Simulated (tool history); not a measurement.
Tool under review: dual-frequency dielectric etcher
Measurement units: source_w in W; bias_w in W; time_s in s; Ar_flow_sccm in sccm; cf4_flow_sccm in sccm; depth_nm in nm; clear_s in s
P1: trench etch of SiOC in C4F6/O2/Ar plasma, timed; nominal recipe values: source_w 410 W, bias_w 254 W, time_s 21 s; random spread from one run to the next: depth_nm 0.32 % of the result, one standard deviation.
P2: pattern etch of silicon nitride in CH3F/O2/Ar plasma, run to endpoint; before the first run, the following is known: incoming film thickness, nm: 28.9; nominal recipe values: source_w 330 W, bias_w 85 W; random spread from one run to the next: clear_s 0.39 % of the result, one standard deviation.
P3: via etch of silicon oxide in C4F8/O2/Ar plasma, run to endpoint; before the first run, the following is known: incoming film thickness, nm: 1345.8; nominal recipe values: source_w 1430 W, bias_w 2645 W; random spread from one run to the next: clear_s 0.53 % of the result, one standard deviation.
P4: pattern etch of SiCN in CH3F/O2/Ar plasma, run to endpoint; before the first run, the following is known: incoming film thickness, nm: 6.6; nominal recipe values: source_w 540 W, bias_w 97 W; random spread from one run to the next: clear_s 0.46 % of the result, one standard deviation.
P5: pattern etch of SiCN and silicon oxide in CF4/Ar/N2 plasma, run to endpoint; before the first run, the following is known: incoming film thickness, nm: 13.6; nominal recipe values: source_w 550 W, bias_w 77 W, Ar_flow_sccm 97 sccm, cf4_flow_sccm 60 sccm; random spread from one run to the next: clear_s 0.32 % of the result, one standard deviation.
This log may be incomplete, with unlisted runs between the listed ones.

{"run": 1, "hour": 13.0, "process": "P1", "source_w": 410, "bias_w": 254, "time_s": 21, "depth_nm": 51.442}
{"run": 2, "hour": 22.4, "process": "P1", "source_w": 410, "bias_w": 254, "time_s": 21, "depth_nm": 51.58}
{"run": 3, "hour": 34.1, "process": "P5", "source_w": 550, "bias_w": 77, "Ar_flow_sccm": 97, "cf4_flow_sccm": 60, "clear_s": 12.786}
{"run": 4, "hour": 43.9, "process": "P1", "source_w": 330, "bias_w": 254, "time_s": 21, "depth_nm": 47.472}
{"run": 5, "hour": 52.9, "process": "P3", "source_w": 1430, "bias_w": 2645, "clear_s": 294.31}
{"run": 6, "hour": 66.1, "process": "P3", "source_w": 1430, "bias_w": 3203, "clear_s": 275.35}
{"run": 7, "hour": 74.9, "process": "P1", "source_w": 410, "bias_w": 161, "time_s": 21, "depth_nm": 44.247}
{"run": 8, "hour": 87.8, "process": "P5", "source_w": 550, "bias_w": 77, "Ar_flow_sccm": 128, "cf4_flow_sccm": 60, "clear_s": 13.375}
{"run": 9, "hour": 98.0, "process": "P5", "source_w": 550, "bias_w": 105, "Ar_flow_sccm": 97, "cf4_flow_sccm": 60, "clear_s": 11.495}
{"run": 10, "hour": 110.0, "process": "P1", "source_w": 410, "bias_w": 254, "time_s": 21, "depth_nm": 51.266}
{"run": 11, "hour": 120.4, "process": "P1", "source_w": 410, "bias_w": 254, "time_s": 21, "depth_nm": 51.66}
{"run": 12, "hour": 132.1, "process": "P5", "source_w": 690, "bias_w": 77, "Ar_flow_sccm": 97, "cf4_flow_sccm": 60, "clear_s": 10.471}
{"run": 13, "hour": 143.5, "process": "P2", "source_w": 330, "bias_w": 85, "clear_s": 42.731}
{"run": 14, "hour": 149.7, "process": "P2", "source_w": 240, "bias_w": 85, "clear_s": 48.191}
{"run": 15, "hour": 161.7, "process": "P2", "source_w": 330, "bias_w": 66, "clear_s": 46.354}
{"run": 16, "hour": 168.1, "process": "P1", "source_w": 410, "bias_w": 254, "time_s": 12, "depth_nm": 29.461}
{"run": 17, "hour": 178.0, "process": "P3", "source_w": 860, "bias_w": 2645, "clear_s": 362.08}
{"run": 18, "hour": 191.2, "process": "P4", "source_w": 540, "bias_w": 72, "clear_s": 15.666}
{"run": 19, "hour": 203.4, "process": "P1", "source_w": 410, "bias_w": 254, "time_s": 21, "depth_nm": 51.534}
{"run": 20, "hour": 212.3, "process": "P4", "source_w": 330, "bias_w": 97, "clear_s": 16.786}
{"run": 21, "hour": 226.2, "process": "P1", "source_w": 410, "bias_w": 254, "time_s": 30, "depth_nm": 73.791}
{"run": 22, "hour": 240.0, "process": "P4", "source_w": 540, "bias_w": 97, "clear_s": 14.025}
{"run": 23, "hour": 248.7, "process": "P5", "source_w": 550, "bias_w": 77, "Ar_flow_sccm": 97, "cf4_flow_sccm": 60, "clear_s": 12.768}
{"run": 24, "hour": 257.8, "process": "P1", "source_w": 410, "bias_w": 154, "time_s": 11.5, "depth_nm": 24.075}
{"run": 25, "hour": 264.8, "process": "P1", "source_w": 410, "bias_w": 339, "time_s": 21, "depth_nm": 56.982}
{"run": 26, "hour": 271.1, "process": "P1", "source_w": 410, "bias_w": 254, "time_s": 21, "depth_nm": 51.364}
{"run": 27, "hour": 281.5, "process": "P3", "source_w": 1430, "bias_w": 2645, "clear_s": 294.06}
{"run": 28, "hour": 295.0, "process": "P2", "source_w": 330, "bias_w": 85, "clear_s": 42.896}
{"run": 29, "hour": 309.1, "process": "P5", "source_w": 550, "bias_w": 77, "Ar_flow_sccm": 97, "cf4_flow_sccm": 83, "clear_s": 12.178}
{"run": 30, "hour": 316.9, "process": "P4", "source_w": 540, "bias_w": 97, "clear_s": 13.972}
{"run": 31, "hour": 331.0, "process": "P1", "source_w": 520, "bias_w": 254, "time_s": 21, "depth_nm": 56.415}
{"run": 32, "hour": 343.2, "process": "P1", "source_w": 410, "bias_w": 254, "time_s": 21, "depth_nm": 51.29}
{"run": 33, "hour": 351.8, "process": "P1", "source_w": 410, "bias_w": 254, "time_s": 21, "depth_nm": 51.334}
{"run": 34, "hour": 359.0, "process": "P1", "source_w": 410, "bias_w": 254, "time_s": 21, "depth_nm": 51.084}
{"run": 35, "hour": 369.1, "process": "P1", "source_w": 410, "bias_w": 254, "time_s": 21, "depth_nm": 50.661}
{"hour": 377.3, "done": "wet clean of the chamber"}
{"run": 36, "hour": 381.5, "process": "P1", "source_w": 410, "bias_w": 254, "time_s": 21, "depth_nm": 50.439}
{"run": 37, "hour": 388.9, "process": "P1", "source_w": 410, "bias_w": 254, "time_s": 21, "depth_nm": 50.849}
{"run": 38, "hour": 396.0, "process": "P1", "source_w": 410, "bias_w": 254, "time_s": 21, "depth_nm": 50.641}
{"run": 39, "hour": 410.0, "process": "P1", "source_w": 410, "bias_w": 254, "time_s": 21, "depth_nm": 50.827}

What P1 gives has crept off from where it sat before. The 2 causes that follow fit the log equally well, each at the size noted:
A: source power that arrives under what is set, % = 4.17
B: bias power that arrives under what is set, % = 4.71
Creep in the process output first set in at about hour 343.2.
What rules out each remaining cause:
chamber walls in a state that lowers the etch rate, %: serviced after onset, at hour 377.3, with no recovery of the prior output

The 4 check runs listed below each average the results of 2 wafers, and their outcomes are marked with question marks. Under which run would the listed causes produce clearly different results?
{"run": "check 1", "hour": 424.0, "process": "P5", "source_w": 550, "bias_w": 77, "Ar_flow_sccm": 125, "cf4_flow_sccm": 80, "clear_s": "?"}
{"run": "check 2", "hour": 424.0, "process": "P2", "source_w": 250, "bias_w": 85, "clear_s": "?"}
{"run": "check 3", "hour": 424.0, "process": "P3", "source_w": 870, "bias_w": 2645, "clear_s": "?"}
{"run": "check 4", "hour": 424.0, "process": "P4", "source_w": 460, "bias_w": 73, "clear_s": "?"}

Outcome of each check run for each possible cause:
check=check_1 result=clear_s if_A=13.19 if_B=12.915
check=check_2 result=clear_s if_A=48.082 if_B=48.168
check=check_3 result=clear_s if_A=363.66 if_B=363.27
check=check_4 result=clear_s if_A=16.713 if_B=16.726
Separation of the two closest causes in each check, using whichever result separates them best: check 1 2.11 %; check 2 0.18 %; check 3 0.11 %; check 4 0.08 %
Check 1 is the one run that separates the causes; every other check would come out nearly the same whichever cause is at work.

Then check 1 was run and gave: clear_s 12.933 s. Which cause is it?

It is B: bias power that arrives under what is set, %.
